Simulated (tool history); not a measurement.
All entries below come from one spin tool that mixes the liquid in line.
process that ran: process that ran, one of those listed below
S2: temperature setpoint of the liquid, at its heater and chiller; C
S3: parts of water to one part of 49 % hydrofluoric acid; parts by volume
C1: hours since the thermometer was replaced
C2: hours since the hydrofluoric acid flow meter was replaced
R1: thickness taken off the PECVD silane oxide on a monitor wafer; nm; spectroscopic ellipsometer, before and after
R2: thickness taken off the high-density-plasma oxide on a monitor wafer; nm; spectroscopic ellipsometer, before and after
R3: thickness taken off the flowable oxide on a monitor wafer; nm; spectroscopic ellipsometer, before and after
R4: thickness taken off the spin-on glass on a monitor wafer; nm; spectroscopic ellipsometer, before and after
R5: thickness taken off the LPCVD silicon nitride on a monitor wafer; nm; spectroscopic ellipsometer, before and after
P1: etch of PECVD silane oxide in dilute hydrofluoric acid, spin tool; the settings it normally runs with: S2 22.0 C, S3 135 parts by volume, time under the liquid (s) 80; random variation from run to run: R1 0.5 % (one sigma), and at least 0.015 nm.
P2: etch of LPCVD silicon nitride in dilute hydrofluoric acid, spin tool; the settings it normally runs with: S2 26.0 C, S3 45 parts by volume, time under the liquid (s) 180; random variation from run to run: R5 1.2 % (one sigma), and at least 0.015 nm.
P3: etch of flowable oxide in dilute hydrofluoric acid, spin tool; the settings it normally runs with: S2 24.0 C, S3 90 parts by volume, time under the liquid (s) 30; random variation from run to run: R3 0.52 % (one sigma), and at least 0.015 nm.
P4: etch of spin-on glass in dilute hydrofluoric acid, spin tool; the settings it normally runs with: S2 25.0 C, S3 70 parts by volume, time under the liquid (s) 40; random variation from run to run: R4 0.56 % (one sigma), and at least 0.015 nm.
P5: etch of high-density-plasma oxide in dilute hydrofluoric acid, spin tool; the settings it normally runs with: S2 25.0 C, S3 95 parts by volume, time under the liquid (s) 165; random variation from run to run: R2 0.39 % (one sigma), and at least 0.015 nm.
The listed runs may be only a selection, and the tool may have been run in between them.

{"run": 1, "hour": 2.8, "process that ran": "P1", "S2": 22.0, "S3": 135, "time under the liquid (s)": 80, "C1": 1882.9, "C2": 111.4, "R1": 18.991}
{"run": 2, "hour": 7.2, "process that ran": "P1", "S2": 22.0, "S3": 135, "time under the liquid (s)": 20, "C1": 1887.3, "C2": 115.8, "R1": 4.719}
{"run": 3, "hour": 12.3, "process that ran": "P1", "S2": 22.0, "S3": 135, "time under the liquid (s)": 80, "C1": 1892.4, "C2": 120.9, "R1": 18.782}
{"run": 4, "hour": 15.5, "process that ran": "P5", "S2": 29.5, "S3": 95, "time under the liquid (s)": 165, "C1": 1895.6, "C2": 124.1, "R2": 11.084}
{"run": 5, "hour": 20.6, "process that ran": "P1", "S2": 30.0, "S3": 135, "time under the liquid (s)": 80, "C1": 1900.7, "C2": 129.2, "R1": 25.476}
{"run": 6, "hour": 25.7, "process that ran": "P3", "S2": 24.0, "S3": 90, "time under the liquid (s)": 30, "C1": 1905.8, "C2": 134.3, "R3": 8.5164}
{"run": 7, "hour": 30.7, "process that ran": "P4", "S2": 25.0, "S3": 70, "time under the liquid (s)": 40, "C1": 1910.8, "C2": 139.3, "R4": 23.56}
{"run": 8, "hour": 36.0, "process that ran": "P2", "S2": 34.0, "S3": 45, "time under the liquid (s)": 180, "C1": 1916.1, "C2": 144.6, "R5": 3.8534}
{"run": 9, "hour": 40.0, "process that ran": "P1", "S2": 17.5, "S3": 135, "time under the liquid (s)": 80, "C1": 1920.1, "C2": 148.6, "R1": 15.846}
{"run": 10, "hour": 42.7, "process that ran": "P1", "S2": 27.5, "S3": 85, "time under the liquid (s)": 80, "C1": 1922.8, "C2": 151.3, "R1": 39.245}
{"run": 11, "hour": 47.8, "process that ran": "P1", "S2": 22.0, "S3": 25, "time under the liquid (s)": 80, "C1": 1927.9, "C2": 156.4, "R1": 115.76}
{"run": 12, "hour": 52.0, "process that ran": "P5", "S2": 25.0, "S3": 95, "time under the liquid (s)": 165, "C1": 1932.1, "C2": 160.6, "R2": 9.3069}
{"run": 13, "hour": 55.9, "process that ran": "P1", "S2": 22.0, "S3": 220, "time under the liquid (s)": 80, "C1": 1936.0, "C2": 164.5, "R1": 10.56}
{"run": 14, "hour": 60.4, "process that ran": "P3", "S2": 24.0, "S3": 20, "time under the liquid (s)": 30, "C1": 1940.5, "C2": 169.0, "R3": 42.126}
{"run": 15, "hour": 64.2, "process that ran": "P1", "S2": 22.0, "S3": 135, "time under the liquid (s)": 80, "C1": 1944.3, "C2": 172.8, "R1": 18.812}
{"run": 16, "hour": 69.9, "process that ran": "P5", "S2": 25.0, "S3": 95, "time under the liquid (s)": 280, "C1": 1950.0, "C2": 178.5, "R2": 15.754}
{"run": 17, "hour": 74.5, "process that ran": "P3", "S2": 19.0, "S3": 90, "time under the liquid (s)": 30, "C1": 1954.6, "C2": 183.1, "R3": 6.8889}
{"run": 18, "hour": 77.8, "process that ran": "P2", "S2": 26.0, "S3": 45, "time under the liquid (s)": 20, "C1": 1957.9, "C2": 186.4, "R5": 0.27873}
{"run": 19, "hour": 81.6, "process that ran": "P5", "S2": 25.0, "S3": 95, "time under the liquid (s)": 165, "C1": 1961.7, "C2": 190.2, "R2": 9.31}
{"run": 20, "hour": 84.9, "process that ran": "P2", "S2": 26.0, "S3": 65, "time under the liquid (s)": 180, "C1": 1965.0, "C2": 193.5, "R5": 1.583}
{"run": 21, "hour": 87.6, "process that ran": "P1", "S2": 22.0, "S3": 135, "time under the liquid (s)": 155, "C1": 1967.7, "C2": 196.2, "R1": 36.328}
{"run": 22, "hour": 93.1, "process that ran": "P4", "S2": 25.0, "S3": 45, "time under the liquid (s)": 40, "C1": 1973.2, "C2": 201.7, "R4": 37.458}
{"run": 23, "hour": 95.7, "process that ran": "P1", "S2": 22.0, "S3": 135, "time under the liquid (s)": 80, "C1": 1975.8, "C2": 204.3, "R1": 18.93}
{"run": 24, "hour": 98.8, "process that ran": "P1", "S2": 22.0, "S3": 135, "time under the liquid (s)": 80, "C1": 1978.9, "C2": 207.4, "R1": 18.875}
{"run": 25, "hour": 101.4, "process that ran": "P2", "S2": 26.0, "S3": 45, "time under the liquid (s)": 180, "C1": 1981.5, "C2": 210.0, "R5": 2.2904}
{"run": 26, "hour": 104.2, "process that ran": "P4", "S2": 32.0, "S3": 70, "time under the liquid (s)": 40, "C1": 1984.3, "C2": 212.8, "R4": 30.776}
{"hour": 106.7, "done": "hydrofluoric acid flow meter replaced"}
{"run": 27, "hour": 106.8, "process that ran": "P4", "S2": 25.0, "S3": 70, "time under the liquid (s)": 75, "C1": 1986.9, "C2": 0.1, "R4": 44.028}
{"run": 28, "hour": 109.4, "process that ran": "P4", "S2": 25.0, "S3": 70, "time under the liquid (s)": 40, "C1": 1989.5, "C2": 2.7, "R4": 23.539}
{"run": 29, "hour": 114.7, "process that ran": "P3", "S2": 24.0, "S3": 90, "time under the liquid (s)": 15, "C1": 1994.8, "C2": 8.0, "R3": 4.2581}
{"run": 30, "hour": 120.3, "process that ran": "P5", "S2": 25.0, "S3": 150, "time under the liquid (s)": 165, "C1": 2000.4, "C2": 13.6, "R2": 5.5383}
{"run": 31, "hour": 125.9, "process that ran": "P1", "S2": 22.0, "S3": 220, "time under the liquid (s)": 20, "C1": 2006.0, "C2": 19.2, "R1": 2.6774}
{"run": 32, "hour": 129.7, "process that ran": "P1", "S2": 22.0, "S3": 135, "time under the liquid (s)": 80, "C1": 2009.8, "C2": 23.0, "R1": 18.77}
{"run": 33, "hour": 134.8, "process that ran": "P1", "S2": 22.0, "S3": 135, "time under the liquid (s)": 80, "C1": 2014.9, "C2": 28.1, "R1": 19.362}
{"run": 34, "hour": 139.1, "process that ran": "P1", "S2": 22.0, "S3": 135, "time under the liquid (s)": 80, "C1": 2019.2, "C2": 32.4, "R1": 19.846}
{"run": 35, "hour": 143.7, "process that ran": "P1", "S2": 22.0, "S3": 135, "time under the liquid (s)": 80, "C1": 2023.8, "C2": 37.0, "R1": 19.644}
{"run": 36, "hour": 148.9, "process that ran": "P1", "S2": 22.0, "S3": 135, "time under the liquid (s)": 80, "C1": 2029.0, "C2": 42.2, "R1": 20.124}
{"run": 37, "hour": 153.0, "process that ran": "P1", "S2": 22.0, "S3": 135, "time under the liquid (s)": 80, "C1": 2033.1, "C2": 46.3, "R1": 19.973}
{"run": 38, "hour": 157.1, "process that ran": "P1", "S2": 22.0, "S3": 135, "time under the liquid (s)": 80, "C1": 2037.2, "C2": 50.4, "R1": 20.164}
{"run": 39, "hour": 160.6, "process that ran": "P1", "S2": 22.0, "S3": 135, "time under the liquid (s)": 80, "C1": 2040.7, "C2": 53.9, "R1": 20.231}
{"run": 40, "hour": 164.2, "process that ran": "P1", "S2": 22.0, "S3": 135, "time under the liquid (s)": 80, "C1": 2044.3, "C2": 57.5, "R1": 20.348}
{"run": 41, "hour": 169.7, "process that ran": "P1", "S2": 22.0, "S3": 135, "time under the liquid (s)": 80, "C1": 2049.8, "C2": 63.0, "R1": 20.41}
{"run": 42, "hour": 173.4, "process that ran": "P1", "S2": 22.0, "S3": 135, "time under the liquid (s)": 80, "C1": 2053.5, "C2": 66.7, "R1": 20.271}
{"run": 43, "hour": 176.8, "process that ran": "P1", "S2": 22.0, "S3": 135, "time under the liquid (s)": 80, "C1": 2056.9, "C2": 70.1, "R1": 20.153}

The output of P1 has drifted from where it used to be. Each of the 2 causes below, taken at the size shown beside it, accounts for the log equally well:
A: liquid hotter than its thermometer reads (K) = 1.81
B: hydrofluoric acid flow above the setpoint (%) = 6.35
The creep began at about hour 129.7.

The list below offers 4 check runs, each averaging the results of 3 wafers, and shows each result as a question mark. For which of them would the listed causes give clearly different results?
{"run": "check 1", "hour": 180.2, "process that ran": "P3", "S2": 24.0, "S3": 90, "time under the liquid (s)": 30, "R3": "?"}
{"run": "check 2", "hour": 180.2, "process that ran": "P5", "S2": 25.0, "S3": 95, "time under the liquid (s)": 165, "R2": "?"}
{"run": "check 3", "hour": 180.2, "process that ran": "P2", "S2": 26.0, "S3": 45, "time under the liquid (s)": 180, "R5": "?"}
{"run": "check 4", "hour": 180.2, "process that ran": "P4", "S2": 25.0, "S3": 70, "time under the liquid (s)": 40, "R4": "?"}

Expected result of each check under each candidate cause:
check=check_1 result=R3 if_A=9.1399 if_B=9.1088
check=check_2 result=R2 if_A=9.9776 if_B=9.9578
check=check_3 result=R5 if_A=2.54710 if_B=2.40010
check=check_4 result=R4 if_A=25.152 if_B=25.025
Per-check spread between the two closest causes, in the result where they differ most: check 1 0.34 %; check 2 0.2 %; check 3 5.94 %; check 4 0.51 %
Check 3 distinguishes between the causes, while the remaining checks would return nearly the same result for all of them.

Check 3 has now been run. It gave: R5 2.55060 nm. Which of the candidate causes is it?

It is A: liquid hotter than its thermometer reads (K).

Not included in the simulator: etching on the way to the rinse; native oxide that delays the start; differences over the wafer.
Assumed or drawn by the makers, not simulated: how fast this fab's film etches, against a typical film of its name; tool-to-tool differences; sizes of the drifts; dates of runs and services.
